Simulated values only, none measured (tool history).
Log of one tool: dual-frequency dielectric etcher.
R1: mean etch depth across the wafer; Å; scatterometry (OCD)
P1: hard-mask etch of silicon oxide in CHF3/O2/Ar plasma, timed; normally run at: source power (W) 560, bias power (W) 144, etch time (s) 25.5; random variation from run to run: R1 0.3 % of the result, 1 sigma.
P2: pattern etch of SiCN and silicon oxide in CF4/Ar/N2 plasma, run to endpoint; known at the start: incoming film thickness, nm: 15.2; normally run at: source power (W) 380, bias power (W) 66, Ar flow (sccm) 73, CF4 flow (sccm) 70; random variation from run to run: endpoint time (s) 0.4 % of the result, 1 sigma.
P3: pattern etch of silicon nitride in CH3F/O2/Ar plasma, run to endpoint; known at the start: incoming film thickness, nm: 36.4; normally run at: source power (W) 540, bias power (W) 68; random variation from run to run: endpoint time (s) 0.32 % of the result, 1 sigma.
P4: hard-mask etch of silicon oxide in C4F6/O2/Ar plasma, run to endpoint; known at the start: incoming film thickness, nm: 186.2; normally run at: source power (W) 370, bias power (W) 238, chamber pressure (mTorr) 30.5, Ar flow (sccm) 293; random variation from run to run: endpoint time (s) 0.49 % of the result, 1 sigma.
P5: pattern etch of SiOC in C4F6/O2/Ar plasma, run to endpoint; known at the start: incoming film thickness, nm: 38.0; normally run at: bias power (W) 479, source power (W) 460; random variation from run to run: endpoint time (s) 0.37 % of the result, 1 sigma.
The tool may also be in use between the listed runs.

run 1 hour=4.2 | process_that_ran=P1 source_power_(W)=560 bias_power_(W)=144 etch_time_(s)=25.5 | R1=458.59
run 2 hour=8 | process_that_ran=P4 source_power_(W)=370 bias_power_(W)=238 chamber_pressure_(mTorr)=30.5 Ar_flow_(sccm)=293 | endpoint_time_(s)=54.995
run 3 hour=11.9 | process_that_ran=P3 source_power_(W)=540 bias_power_(W)=68 | endpoint_time_(s)=48.693
run 4 hour=15.6 | process_that_ran=P4 source_power_(W)=280 bias_power_(W)=238 chamber_pressure_(mTorr)=30.5 Ar_flow_(sccm)=293 | endpoint_time_(s)=60.984
run 5 hour=21.7 | process_that_ran=P1 source_power_(W)=560 bias_power_(W)=144 etch_time_(s)=25.5 | R1=459.39
run 6 hour=24.7 | process_that_ran=P1 source_power_(W)=430 bias_power_(W)=144 etch_time_(s)=25.5 | R1=412.26
run 7 hour=30.3 | process_that_ran=P1 source_power_(W)=560 bias_power_(W)=144 etch_time_(s)=25.5 | R1=459.8
run 8 hour=34.9 | process_that_ran=P3 source_power_(W)=320 bias_power_(W)=68 | endpoint_time_(s)=59.12
-- hour=38.3 bias power generator calibrated
run 9 hour=39 | process_that_ran=P5 source_power_(W)=570 bias_power_(W)=479 | endpoint_time_(s)=11.004
run 10 hour=43 | process_that_ran=P1 source_power_(W)=560 bias_power_(W)=144 etch_time_(s)=18.5 | R1=332.25
run 11 hour=47.1 | process_that_ran=P4 source_power_(W)=370 bias_power_(W)=238 chamber_pressure_(mTorr)=30.5 Ar_flow_(sccm)=293 | endpoint_time_(s)=55.088
run 12 hour=50.9 | process_that_ran=P5 source_power_(W)=460 bias_power_(W)=666 | endpoint_time_(s)=10.47
run 13 hour=54.2 | process_that_ran=P1 source_power_(W)=560 bias_power_(W)=144 etch_time_(s)=25.5 | R1=457.67
run 14 hour=57.7 | process_that_ran=P2 source_power_(W)=380 bias_power_(W)=86 Ar_flow_(sccm)=73 CF4_flow_(sccm)=70 | endpoint_time_(s)=18.582
run 15 hour=62.5 | process_that_ran=P1 source_power_(W)=560 bias_power_(W)=144 etch_time_(s)=25.5 | R1=458.21
run 16 hour=67.8 | process_that_ran=P2 source_power_(W)=380 bias_power_(W)=66 Ar_flow_(sccm)=73 CF4_flow_(sccm)=70 | endpoint_time_(s)=20.281
run 17 hour=71.5 | process_that_ran=P1 source_power_(W)=560 bias_power_(W)=144 etch_time_(s)=33 | R1=592.37
run 18 hour=74.5 | process_that_ran=P3 source_power_(W)=540 bias_power_(W)=55 | endpoint_time_(s)=51.595
run 19 hour=79.1 | process_that_ran=P1 source_power_(W)=430 bias_power_(W)=144 etch_time_(s)=33.5 | R1=544.28
run 20 hour=81.9 | process_that_ran=P2 source_power_(W)=380 bias_power_(W)=66 Ar_flow_(sccm)=73 CF4_flow_(sccm)=98 | endpoint_time_(s)=19.37
run 21 hour=87.5 | process_that_ran=P4 source_power_(W)=370 bias_power_(W)=238 chamber_pressure_(mTorr)=30.5 Ar_flow_(sccm)=378 | endpoint_time_(s)=56.57
run 22 hour=91.7 | process_that_ran=P5 source_power_(W)=460 bias_power_(W)=479 | endpoint_time_(s)=11.85
run 23 hour=96 | process_that_ran=P2 source_power_(W)=380 bias_power_(W)=66 Ar_flow_(sccm)=54 CF4_flow_(sccm)=70 | endpoint_time_(s)=19.575
run 24 hour=101.4 | process_that_ran=P1 source_power_(W)=560 bias_power_(W)=190 etch_time_(s)=25.5 | R1=500.83
run 25 hour=106.5 | process_that_ran=P4 source_power_(W)=370 bias_power_(W)=238 chamber_pressure_(mTorr)=43 Ar_flow_(sccm)=293 | endpoint_time_(s)=56.978
run 26 hour=109.7 | process_that_ran=P1 source_power_(W)=560 bias_power_(W)=144 etch_time_(s)=25.5 | R1=460.41
run 27 hour=114 | process_that_ran=P2 source_power_(W)=230 bias_power_(W)=66 Ar_flow_(sccm)=73 CF4_flow_(sccm)=70 | endpoint_time_(s)=31.723
run 28 hour=119.3 | process_that_ran=P1 source_power_(W)=560 bias_power_(W)=113 etch_time_(s)=25.5 | R1=425.77
run 29 hour=125.5 | process_that_ran=P4 source_power_(W)=370 bias_power_(W)=293 chamber_pressure_(mTorr)=30.5 Ar_flow_(sccm)=293 | endpoint_time_(s)=50.96
run 30 hour=129.6 | process_that_ran=P5 source_power_(W)=460 bias_power_(W)=479 | endpoint_time_(s)=11.947
run 31 hour=134.3 | process_that_ran=P1 source_power_(W)=730 bias_power_(W)=144 etch_time_(s)=25.5 | R1=507.74
run 32 hour=137.9 | process_that_ran=P3 source_power_(W)=540 bias_power_(W)=68 | endpoint_time_(s)=48.599
run 33 hour=141.9 | process_that_ran=P1 source_power_(W)=560 bias_power_(W)=144 etch_time_(s)=25.5 | R1=461.13
run 34 hour=145.9 | process_that_ran=P1 source_power_(W)=560 bias_power_(W)=144 etch_time_(s)=25.5 | R1=461.83
run 35 hour=150 | process_that_ran=P1 source_power_(W)=560 bias_power_(W)=144 etch_time_(s)=25.5 | R1=460.12
run 36 hour=155.3 | process_that_ran=P1 source_power_(W)=560 bias_power_(W)=144 etch_time_(s)=25.5 | R1=464.4
run 37 hour=159 | process_that_ran=P1 source_power_(W)=560 bias_power_(W)=144 etch_time_(s)=25.5 | R1=464.26
run 38 hour=164.9 | process_that_ran=P1 source_power_(W)=560 bias_power_(W)=144 etch_time_(s)=25.5 | R1=467.3
-- hour=165.6 wet clean of the chamber
run 39 hour=169.3 | process_that_ran=P1 source_power_(W)=560 bias_power_(W)=144 etch_time_(s)=25.5 | R1=466.67
run 40 hour=174.6 | process_that_ran=P1 source_power_(W)=560 bias_power_(W)=144 etch_time_(s)=25.5 | R1=465.72

What P1 gives has crept away from where it was. These 2 causes fit the log equally well, each at the size given:
A: source power that arrives over what is set, % = 3.96
B: bias power that arrives over what is set, % = 4.75
The creep began at about hour 141.9.
Why every other cause is out:
chamber walls in a state that raises the etch rate, %: serviced at hour 165.6, which brought nothing back

4 check runs are offered, each on 2 wafers whose results are averaged, their results left as question marks. Which one tells the causes apart?
run check 1 hour=179.9 | process_that_ran=P2 source_power_(W)=380 bias_power_(W)=66 Ar_flow_(sccm)=73 CF4_flow_(sccm)=96 | endpoint_time_(s)=?
run check 2 hour=179.9 | process_that_ran=P3 source_power_(W)=460 bias_power_(W)=68 | endpoint_time_(s)=?
run check 3 hour=179.9 | process_that_ran=P4 source_power_(W)=370 bias_power_(W)=238 chamber_pressure_(mTorr)=30.5 Ar_flow_(sccm)=376 | endpoint_time_(s)=?
run check 4 hour=179.9 | process_that_ran=P5 source_power_(W)=460 bias_power_(W)=645 | endpoint_time_(s)=?

What each check would give under each cause:
check=check_1 result=endpoint_time_(s) if_A=18.796 if_B=19.182
check=check_2 result=endpoint_time_(s) if_A=50.801 if_B=50.762
check=check_3 result=endpoint_time_(s) if_A=55.434 if_B=55.39
check=check_4 result=endpoint_time_(s) if_A=10.501 if_B=10.463
How far apart the two closest causes lie, in the result that separates them most: check 1 2.03 %; check 2 0.08 %; check 3 0.08 %; check 4 0.37 %
Only check 1 tells the causes apart: in the others they would give nearly the same result.

Then check 1 was run and gave: endpoint time (s) 18.826. Which cause is it?

It is A: source power that arrives over what is set, %.

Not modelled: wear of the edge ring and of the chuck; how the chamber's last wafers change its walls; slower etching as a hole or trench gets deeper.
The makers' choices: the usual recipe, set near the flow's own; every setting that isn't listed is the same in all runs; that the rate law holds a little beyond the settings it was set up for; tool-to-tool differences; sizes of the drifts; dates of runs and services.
